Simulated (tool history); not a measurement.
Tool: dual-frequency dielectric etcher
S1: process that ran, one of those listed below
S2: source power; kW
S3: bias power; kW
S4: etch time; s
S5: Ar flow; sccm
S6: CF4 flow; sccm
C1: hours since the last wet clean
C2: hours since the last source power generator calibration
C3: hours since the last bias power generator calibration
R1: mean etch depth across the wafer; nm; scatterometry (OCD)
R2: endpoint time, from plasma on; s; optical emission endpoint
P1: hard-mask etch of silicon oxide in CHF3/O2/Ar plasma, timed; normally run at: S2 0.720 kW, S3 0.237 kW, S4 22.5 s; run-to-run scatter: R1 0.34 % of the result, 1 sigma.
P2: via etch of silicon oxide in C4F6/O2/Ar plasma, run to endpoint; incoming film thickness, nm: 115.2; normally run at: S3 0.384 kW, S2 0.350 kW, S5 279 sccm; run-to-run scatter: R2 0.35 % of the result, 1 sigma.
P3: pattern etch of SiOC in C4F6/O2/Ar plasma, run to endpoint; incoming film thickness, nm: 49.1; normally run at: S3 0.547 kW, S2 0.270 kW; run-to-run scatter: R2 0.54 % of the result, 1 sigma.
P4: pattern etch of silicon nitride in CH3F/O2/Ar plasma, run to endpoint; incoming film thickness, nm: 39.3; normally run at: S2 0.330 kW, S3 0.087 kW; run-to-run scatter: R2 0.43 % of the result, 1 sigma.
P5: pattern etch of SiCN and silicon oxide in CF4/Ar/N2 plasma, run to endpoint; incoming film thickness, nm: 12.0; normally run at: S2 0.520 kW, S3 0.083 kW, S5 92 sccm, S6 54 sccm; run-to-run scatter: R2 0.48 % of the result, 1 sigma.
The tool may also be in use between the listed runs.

{"run": 1, "day": 0.275, "S1": "P1", "S2": 0.72, "S3": 0.237, "S4": 22.5, "C1": 241.5, "C2": 2847.3, "C3": 594.6, "R1": 53.305}
{"run": 2, "day": 0.621, "S1": "P4", "S2": 0.33, "S3": 0.117, "C1": 249.8, "C2": 2855.6, "C3": 602.9, "R2": 50.481}
{"run": 3, "day": 0.904, "S1": "P5", "S2": 0.52, "S3": 0.083, "S5": 92, "S6": 54, "C1": 256.6, "C2": 2862.4, "C3": 609.7, "R2": 12.127}
{"run": 4, "day": 1.2, "S1": "P1", "S2": 0.72, "S3": 0.237, "S4": 17.0, "C1": 263.7, "C2": 2869.5, "C3": 616.8, "R1": 40.378}
{"run": 5, "day": 1.417, "S1": "P1", "S2": 0.72, "S3": 0.237, "S4": 31.5, "C1": 268.9, "C2": 2874.7, "C3": 622.0, "R1": 74.717}
{"run": 6, "day": 1.704, "S1": "P3", "S2": 0.27, "S3": 0.387, "C1": 275.8, "C2": 2881.6, "C3": 628.9, "R2": 20.884}
{"run": 7, "day": 1.942, "S1": "P4", "S2": 0.33, "S3": 0.087, "C1": 281.5, "C2": 2887.3, "C3": 634.6, "R2": 56.795}
{"run": 8, "day": 2.271, "S1": "P1", "S2": 0.72, "S3": 0.184, "S4": 33.5, "C1": 289.4, "C2": 2895.2, "C3": 642.5, "R1": 72.797}
{"run": 9, "day": 2.642, "S1": "P1", "S2": 0.72, "S3": 0.237, "S4": 22.5, "C1": 298.3, "C2": 2904.1, "C3": 651.4, "R1": 53.425}
{"run": 10, "day": 2.971, "S1": "P4", "S2": 0.42, "S3": 0.087, "C1": 306.2, "C2": 2912.0, "C3": 659.3, "R2": 51.541}
{"run": 11, "day": 3.396, "S1": "P1", "S2": 0.72, "S3": 0.237, "S4": 22.5, "C1": 316.4, "C2": 2922.2, "C3": 669.5, "R1": 53.257}
{"run": 12, "day": 3.65, "S1": "P1", "S2": 0.96, "S3": 0.29, "S4": 22.5, "C1": 322.5, "C2": 2928.3, "C3": 675.6, "R1": 64.135}
{"run": 13, "day": 3.967, "S1": "P5", "S2": 0.52, "S3": 0.083, "S5": 92, "S6": 75, "C1": 330.1, "C2": 2935.9, "C3": 683.2, "R2": 11.443}
{"run": 14, "day": 4.267, "S1": "P2", "S2": 0.35, "S3": 0.235, "S5": 279, "C1": 337.3, "C2": 2943.1, "C3": 690.4, "R2": 34.468}
{"run": 15, "day": 4.533, "S1": "P1", "S2": 0.72, "S3": 0.332, "S4": 22.5, "C1": 343.7, "C2": 2949.5, "C3": 696.8, "R1": 60.711}
{"run": 16, "day": 4.817, "S1": "P2", "S2": 0.35, "S3": 0.384, "S5": 202, "C1": 350.5, "C2": 2956.3, "C3": 703.6, "R2": 28.046}
{"run": 17, "day": 5.179, "S1": "P3", "S2": 0.27, "S3": 0.547, "C1": 359.2, "C2": 2965.0, "C3": 712.3, "R2": 18.43}
{"run": 18, "day": 5.475, "S1": "P4", "S2": 0.33, "S3": 0.087, "C1": 366.3, "C2": 2972.1, "C3": 719.4, "R2": 56.574}
{"run": 19, "day": 5.842, "S1": "P1", "S2": 0.72, "S3": 0.18, "S4": 22.5, "C1": 375.1, "C2": 2980.9, "C3": 728.2, "R1": 48.536}
{"run": 20, "day": 6.112, "S1": "P3", "S2": 0.16, "S3": 0.547, "C1": 381.6, "C2": 2987.4, "C3": 734.7, "R2": 22.141}
{"run": 21, "day": 6.533, "S1": "P5", "S2": 0.34, "S3": 0.083, "S5": 92, "S6": 54, "C1": 391.7, "C2": 2997.5, "C3": 744.8, "R2": 17.482}
{"run": 22, "day": 6.929, "S1": "P2", "S2": 0.2, "S3": 0.384, "S5": 279, "C1": 401.2, "C2": 3007.0, "C3": 754.3, "R2": 35.826}
{"run": 23, "day": 7.288, "S1": "P1", "S2": 0.92, "S3": 0.237, "S4": 12.5, "C1": 409.8, "C2": 3015.6, "C3": 762.9, "R1": 32.665}
{"run": 24, "day": 7.658, "S1": "P5", "S2": 0.52, "S3": 0.105, "S5": 92, "S6": 54, "C1": 418.7, "C2": 3024.5, "C3": 771.8, "R2": 11.033}
{"run": 25, "day": 7.962, "S1": "P1", "S2": 0.59, "S3": 0.237, "S4": 22.5, "C1": 426.0, "C2": 3031.8, "C3": 779.1, "R1": 49.631}
{"run": 26, "day": 8.246, "S1": "P1", "S2": 0.72, "S3": 0.237, "S4": 22.5, "C1": 432.8, "C2": 3038.6, "C3": 785.9, "R1": 53.337}
{"run": 27, "day": 8.638, "S1": "P1", "S2": 1.01, "S3": 0.237, "S4": 22.5, "C1": 442.2, "C2": 3048.0, "C3": 795.3, "R1": 60.512}
{"run": 28, "day": 8.962, "S1": "P5", "S2": 0.52, "S3": 0.083, "S5": 116, "S6": 54, "C1": 450.0, "C2": 3055.8, "C3": 803.1, "R2": 12.519}
{"run": 29, "day": 9.296, "S1": "P2", "S2": 0.35, "S3": 0.384, "S5": 279, "C1": 458.0, "C2": 3063.8, "C3": 811.1, "R2": 29.263}
{"run": 30, "day": 9.658, "S1": "P1", "S2": 0.72, "S3": 0.237, "S4": 22.5, "C1": 466.7, "C2": 3072.5, "C3": 819.8, "R1": 53.638}
{"run": 31, "day": 9.983, "S1": "P1", "S2": 0.72, "S3": 0.237, "S4": 22.5, "C1": 474.5, "C2": 3080.3, "C3": 827.6, "R1": 52.916}
{"run": 32, "day": 10.35, "S1": "P1", "S2": 0.72, "S3": 0.237, "S4": 22.5, "C1": 483.3, "C2": 3089.1, "C3": 836.4, "R1": 52.738}
{"day": 10.612, "done": "wet clean of the chamber"}
{"run": 33, "day": 10.721, "S1": "P1", "S2": 0.72, "S3": 0.237, "S4": 22.5, "C1": 2.7, "C2": 3098.0, "C3": 845.3, "R1": 53.018}
{"run": 34, "day": 10.992, "S1": "P1", "S2": 0.72, "S3": 0.237, "S4": 22.5, "C1": 9.2, "C2": 3104.5, "C3": 851.8, "R1": 52.6}
{"run": 35, "day": 11.275, "S1": "P1", "S2": 0.72, "S3": 0.237, "S4": 22.5, "C1": 16.0, "C2": 3111.3, "C3": 858.6, "R1": 52.808}
{"run": 36, "day": 11.542, "S1": "P1", "S2": 0.72, "S3": 0.237, "S4": 22.5, "C1": 22.4, "C2": 3117.7, "C3": 865.0, "R1": 52.433}
{"run": 37, "day": 11.971, "S1": "P1", "S2": 0.72, "S3": 0.237, "S4": 22.5, "C1": 32.7, "C2": 3128.0, "C3": 875.3, "R1": 52.627}
{"run": 38, "day": 12.292, "S1": "P1", "S2": 0.72, "S3": 0.237, "S4": 22.5, "C1": 40.4, "C2": 3135.7, "C3": 883.0, "R1": 52.497}

What P1 gives has crept away from where it was. These 2 causes fit the log equally well, each at the size given:
A: source power that arrives under what is set, % = 4.34
B: bias power that arrives under what is set, % = 4.7
The creep began at about day 9.658.
Why every other cause is out:
chamber walls in a state that lowers the etch rate, %: serviced at day 10.612, which brought nothing back

4 check runs are offered, each on 3 wafers whose results are averaged, their results left as question marks. Which one tells the causes apart?
{"run": "check 1", "day": 12.612, "S1": "P3", "S2": 0.17, "S3": 0.547, "R2": "?"}
{"run": "check 2", "day": 12.612, "S1": "P5", "S2": 0.52, "S3": 0.083, "S5": 113, "S6": 70, "R2": "?"}
{"run": "check 3", "day": 12.612, "S1": "P4", "S2": 0.39, "S3": 0.106, "R2": "?"}
{"run": "check 4", "day": 12.612, "S1": "P2", "S2": 0.21, "S3": 0.384, "S5": 228, "R2": "?"}

What each check would give under each cause:
check=check_1 result=R2 if_A=21.985 if_B=22.046
check=check_2 result=R2 if_A=12.453 if_B=12.180
check=check_3 result=R2 if_A=50.206 if_B=50.275
check=check_4 result=R2 if_A=34.967 if_B=35.018
How far apart the two closest causes lie, in the result that separates them most: check 1 0.28 %; check 2 2.22 %; check 3 0.14 %; check 4 0.15 %
Only check 2 tells the causes apart: in the others they would give nearly the same result.

Check 2 was then run and gave: R2 12.464 s. Which cause is it?

It is A: source power that arrives under what is set, %.
